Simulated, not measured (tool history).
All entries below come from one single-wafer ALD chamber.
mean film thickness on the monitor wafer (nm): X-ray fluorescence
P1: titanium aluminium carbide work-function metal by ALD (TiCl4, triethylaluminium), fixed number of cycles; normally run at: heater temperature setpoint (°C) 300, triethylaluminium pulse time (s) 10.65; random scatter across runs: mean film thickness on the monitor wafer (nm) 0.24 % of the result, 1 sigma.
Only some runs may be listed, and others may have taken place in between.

run   hour  heater temperature setpoint (°C)  triethylaluminium pulse time (s)  mean film thickness on the monitor wafer (nm)
  1      7                               300                             10.65                                         2.0156
  2   13.9                               300                             10.65                                         2.0128
  3   28.5                               300                             10.65                                         2.0181
  4   41.6                               319                             16.95                                         2.2239
  5   53.3                               310                              13.6                                         2.1336
  6   64.4                               300                             10.65                                          2.016
  7   75.3                               300                             10.65                                         2.0117
  8   89.7                               320                             10.65                                         2.1916
  9   97.1                               300                             15.26                                         2.0564
 10  108.3                               280                             10.65                                         1.8386
 11  119.9                               300                             10.65                                         2.0142
 12  127.5                               300                             10.65                                         2.0208
 13  141.9                               278                              7.54                                         1.7335
 14  153.1                               300                              6.06                                         1.8122
 15  163.5                               300                             10.65                                         2.0095
 16  174.5                               300                             10.65                                          1.997
 17  182.3                               300                             10.65                                         1.9931
 18  190.1                               300                             10.65                                         1.9768
 19  201.1                               300                             10.65                                         1.9878
 20  210.8                               300                             10.65                                         1.9733
 21  223.9                               300                             10.65                                         1.9786

What will run 22 give?
 22  231.2                               300                             10.65                                              ?

Run 22 came out at mean film thickness on the monitor wafer (nm) 1.9667.
